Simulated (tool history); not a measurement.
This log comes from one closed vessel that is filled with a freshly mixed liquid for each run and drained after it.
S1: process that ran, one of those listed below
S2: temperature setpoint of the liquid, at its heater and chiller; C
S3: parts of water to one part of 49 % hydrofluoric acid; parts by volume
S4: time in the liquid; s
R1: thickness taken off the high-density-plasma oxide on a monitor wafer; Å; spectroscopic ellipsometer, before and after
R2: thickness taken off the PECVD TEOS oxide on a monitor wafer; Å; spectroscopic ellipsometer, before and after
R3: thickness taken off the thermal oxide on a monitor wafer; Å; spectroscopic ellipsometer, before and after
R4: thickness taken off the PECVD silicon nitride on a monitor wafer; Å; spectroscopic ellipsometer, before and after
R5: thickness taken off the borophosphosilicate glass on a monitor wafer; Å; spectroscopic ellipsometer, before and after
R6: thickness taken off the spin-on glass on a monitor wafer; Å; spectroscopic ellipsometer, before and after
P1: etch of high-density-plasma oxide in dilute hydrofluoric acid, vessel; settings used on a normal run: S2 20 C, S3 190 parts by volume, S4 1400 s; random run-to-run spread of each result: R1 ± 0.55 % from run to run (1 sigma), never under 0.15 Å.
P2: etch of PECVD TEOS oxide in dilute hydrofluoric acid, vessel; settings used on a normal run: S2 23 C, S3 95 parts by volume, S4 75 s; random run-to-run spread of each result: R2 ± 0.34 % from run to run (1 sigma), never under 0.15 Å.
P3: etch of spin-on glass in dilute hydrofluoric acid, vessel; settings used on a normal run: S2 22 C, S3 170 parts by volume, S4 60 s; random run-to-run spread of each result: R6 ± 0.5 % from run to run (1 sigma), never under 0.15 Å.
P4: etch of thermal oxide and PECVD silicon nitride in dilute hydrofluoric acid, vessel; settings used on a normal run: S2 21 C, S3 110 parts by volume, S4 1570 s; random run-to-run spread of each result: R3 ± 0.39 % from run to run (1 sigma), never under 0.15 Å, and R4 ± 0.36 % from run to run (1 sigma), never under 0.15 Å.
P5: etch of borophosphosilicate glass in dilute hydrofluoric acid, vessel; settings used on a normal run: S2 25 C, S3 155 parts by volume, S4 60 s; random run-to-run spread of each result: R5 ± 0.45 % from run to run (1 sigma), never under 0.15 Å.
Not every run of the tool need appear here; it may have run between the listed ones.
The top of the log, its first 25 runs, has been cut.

run 26 hour=337.2 | S1=P3 S2=22 S3=170 S4=30 | R6=62.218
run 27 hour=353.2 | S1=P1 S2=17 S3=190 S4=1400 | R1=254.45
run 28 hour=367.4 | S1=P1 S2=26 S3=190 S4=670 | R1=172.54
run 29 hour=375.6 | S1=P5 S2=25 S3=80 S4=60 | R5=385.75
run 30 hour=386 | S1=P1 S2=28 S3=190 S4=1400 | R1=389.57
run 31 hour=394 | S1=P3 S2=27 S3=170 S4=60 | R6=150.21
run 32 hour=411.6 | S1=P1 S2=26.5 S3=190 S4=340 | R1=89.005
run 33 hour=424.9 | S1=P1 S2=20 S3=190 S4=1400 | R1=288.71
run 34 hour=433.5 | S1=P1 S2=20 S3=190 S4=1400 | R1=294.86
run 35 hour=448.7 | S1=P1 S2=20 S3=190 S4=1400 | R1=300.39

What will run 36 give?
run 36 hour=466.5 | S1=P1 S2=20 S3=190 S4=1400 | R1=?

R1: 308 Å
